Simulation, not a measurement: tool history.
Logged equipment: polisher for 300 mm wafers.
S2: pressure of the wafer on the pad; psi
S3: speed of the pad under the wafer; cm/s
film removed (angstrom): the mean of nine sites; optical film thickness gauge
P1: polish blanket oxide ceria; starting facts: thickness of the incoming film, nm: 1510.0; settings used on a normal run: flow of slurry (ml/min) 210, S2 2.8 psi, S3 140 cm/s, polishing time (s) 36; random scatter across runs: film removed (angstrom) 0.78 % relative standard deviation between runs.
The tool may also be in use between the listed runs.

{"run": 1, "day": 0.421, "flow of slurry (ml/min)": 210, "S2": 2.8, "S3": 140, "polishing time (s)": 36, "film removed (angstrom)": 2229.1}
{"run": 2, "day": 0.779, "flow of slurry (ml/min)": 125, "S2": 2.8, "S3": 140, "polishing time (s)": 36, "film removed (angstrom)": 2029.0}
{"run": 3, "day": 1.017, "flow of slurry (ml/min)": 210, "S2": 1.3, "S3": 140, "polishing time (s)": 46, "film removed (angstrom)": 1303.4}
{"run": 4, "day": 1.375, "flow of slurry (ml/min)": 210, "S2": 2.8, "S3": 190, "polishing time (s)": 36, "film removed (angstrom)": 2998.3}
{"run": 5, "day": 1.771, "flow of slurry (ml/min)": 210, "S2": 2.8, "S3": 140, "polishing time (s)": 36, "film removed (angstrom)": 2212.8}
{"run": 6, "day": 2.142, "flow of slurry (ml/min)": 210, "S2": 2.8, "S3": 140, "polishing time (s)": 36, "film removed (angstrom)": 2225.4}
{"run": 7, "day": 2.517, "flow of slurry (ml/min)": 310, "S2": 2.8, "S3": 140, "polishing time (s)": 36, "film removed (angstrom)": 2285.6}
{"run": 8, "day": 2.812, "flow of slurry (ml/min)": 305, "S2": 2.8, "S3": 68, "polishing time (s)": 36, "film removed (angstrom)": 1106.7}
{"run": 9, "day": 3.042, "flow of slurry (ml/min)": 210, "S2": 2.8, "S3": 140, "polishing time (s)": 36, "film removed (angstrom)": 2200.5}
{"run": 10, "day": 3.467, "flow of slurry (ml/min)": 210, "S2": 2.8, "S3": 74, "polishing time (s)": 36, "film removed (angstrom)": 1161.1}
{"run": 11, "day": 3.854, "flow of slurry (ml/min)": 210, "S2": 4.3, "S3": 140, "polishing time (s)": 36, "film removed (angstrom)": 3397.6}
{"run": 12, "day": 4.15, "flow of slurry (ml/min)": 210, "S2": 2.8, "S3": 140, "polishing time (s)": 16, "film removed (angstrom)": 986.94}
{"run": 13, "day": 4.492, "flow of slurry (ml/min)": 210, "S2": 2.8, "S3": 140, "polishing time (s)": 57, "film removed (angstrom)": 3477.9}
{"run": 14, "day": 4.717, "flow of slurry (ml/min)": 210, "S2": 1.3, "S3": 198, "polishing time (s)": 36, "film removed (angstrom)": 1444.3}
{"run": 15, "day": 5.008, "flow of slurry (ml/min)": 210, "S2": 1.4, "S3": 140, "polishing time (s)": 36, "film removed (angstrom)": 1096.7}
{"run": 16, "day": 5.279, "flow of slurry (ml/min)": 210, "S2": 2.8, "S3": 140, "polishing time (s)": 36, "film removed (angstrom)": 2201.1}
{"run": 17, "day": 5.708, "flow of slurry (ml/min)": 210, "S2": 2.8, "S3": 140, "polishing time (s)": 36, "film removed (angstrom)": 2163.9}

Forecast run 18:
{"run": 18, "day": 6.067, "flow of slurry (ml/min)": 210, "S2": 2.8, "S3": 140, "polishing time (s)": 36, "film removed (angstrom)": "?"}

film removed (angstrom): 2167.40
